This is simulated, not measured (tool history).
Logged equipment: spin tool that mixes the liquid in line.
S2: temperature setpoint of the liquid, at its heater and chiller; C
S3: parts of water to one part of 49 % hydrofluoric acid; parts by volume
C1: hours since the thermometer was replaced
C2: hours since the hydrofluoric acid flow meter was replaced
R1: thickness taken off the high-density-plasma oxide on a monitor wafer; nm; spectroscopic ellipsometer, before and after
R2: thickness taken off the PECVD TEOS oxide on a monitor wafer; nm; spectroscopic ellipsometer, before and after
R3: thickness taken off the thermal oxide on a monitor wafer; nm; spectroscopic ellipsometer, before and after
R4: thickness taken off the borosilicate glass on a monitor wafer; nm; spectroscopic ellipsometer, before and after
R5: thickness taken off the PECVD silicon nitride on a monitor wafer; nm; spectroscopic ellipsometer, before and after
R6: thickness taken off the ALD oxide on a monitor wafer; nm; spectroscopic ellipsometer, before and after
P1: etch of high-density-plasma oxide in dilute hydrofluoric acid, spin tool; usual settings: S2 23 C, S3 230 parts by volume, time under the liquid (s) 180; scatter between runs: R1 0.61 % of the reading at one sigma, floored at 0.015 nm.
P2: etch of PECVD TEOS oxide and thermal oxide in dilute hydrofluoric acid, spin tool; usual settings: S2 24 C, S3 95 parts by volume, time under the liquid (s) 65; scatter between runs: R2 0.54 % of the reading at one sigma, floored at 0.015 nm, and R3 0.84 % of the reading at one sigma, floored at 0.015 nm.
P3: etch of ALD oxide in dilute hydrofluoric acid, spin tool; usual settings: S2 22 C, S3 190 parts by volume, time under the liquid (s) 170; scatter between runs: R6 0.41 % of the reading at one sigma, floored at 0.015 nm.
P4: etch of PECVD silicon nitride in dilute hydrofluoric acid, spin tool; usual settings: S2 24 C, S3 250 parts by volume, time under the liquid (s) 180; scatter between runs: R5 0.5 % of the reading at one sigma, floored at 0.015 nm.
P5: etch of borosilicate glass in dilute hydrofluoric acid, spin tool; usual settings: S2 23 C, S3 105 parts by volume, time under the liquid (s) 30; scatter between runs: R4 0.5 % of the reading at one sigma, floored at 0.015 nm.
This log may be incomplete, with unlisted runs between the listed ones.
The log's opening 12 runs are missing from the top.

{"run": 13, "hour": 85.0, "process that ran": "P3", "S2": 22, "S3": 330, "time under the liquid (s)": 170, "C1": 378.2, "C2": 1371.4, "R6": 3.7062}
{"run": 14, "hour": 92.6, "process that ran": "P1", "S2": 23, "S3": 230, "time under the liquid (s)": 180, "C1": 385.8, "C2": 1379, "R1": 5.2952}
{"run": 15, "hour": 96.3, "process that ran": "P1", "S2": 23, "S3": 375, "time under the liquid (s)": 350, "C1": 389.5, "C2": 1382.7, "R1": 5.4483}
{"run": 16, "hour": 102.5, "process that ran": "P1", "S2": 27.5, "S3": 230, "time under the liquid (s)": 315, "C1": 395.7, "C2": 1388.9, "R1": 10.801}
{"run": 17, "hour": 107.2, "process that ran": "P1", "S2": 23, "S3": 230, "time under the liquid (s)": 40, "C1": 400.4, "C2": 1393.6, "R1": 1.1627}
{"run": 18, "hour": 113.2, "process that ran": "P5", "S2": 23, "S3": 105, "time under the liquid (s)": 30, "C1": 406.4, "C2": 1399.6, "R4": 8.9416}
{"run": 19, "hour": 118.5, "process that ran": "P1", "S2": 23, "S3": 230, "time under the liquid (s)": 180, "C1": 411.7, "C2": 1404.9, "R1": 5.3244}
{"run": 20, "hour": 122.1, "process that ran": "P2", "S2": 24, "S3": 95, "time under the liquid (s)": 15, "C1": 415.3, "C2": 1408.5, "R2": 1.3903, "R3": 0.72034}
{"run": 21, "hour": 130.2, "process that ran": "P4", "S2": 24, "S3": 355, "time under the liquid (s)": 180, "C1": 423.4, "C2": 1416.6, "R5": 2.905}
{"run": 22, "hour": 135.2, "process that ran": "P3", "S2": 22, "S3": 190, "time under the liquid (s)": 170, "C1": 428.4, "C2": 1421.6, "R6": 7.3716}
{"run": 23, "hour": 139.6, "process that ran": "P1", "S2": 28.5, "S3": 230, "time under the liquid (s)": 65, "C1": 432.8, "C2": 1426, "R1": 2.2983}
{"run": 24, "hour": 144.4, "process that ran": "P5", "S2": 30, "S3": 105, "time under the liquid (s)": 30, "C1": 437.6, "C2": 1430.8, "R4": 11.652}
{"run": 25, "hour": 149.0, "process that ran": "P5", "S2": 23, "S3": 105, "time under the liquid (s)": 30, "C1": 442.2, "C2": 1435.4, "R4": 8.8483}
{"run": 26, "hour": 157.2, "process that ran": "P1", "S2": 31, "S3": 230, "time under the liquid (s)": 180, "C1": 450.4, "C2": 1443.6, "R1": 6.9278}

Run 27, settings as shown, results not yet in. Your forecast:
{"run": 27, "hour": 162.8, "process that ran": "P4", "S2": 24, "S3": 250, "time under the liquid (s)": 315, "C1": 456, "C2": 1449.2, "R5": "?"}

R5: 7.2061 nm
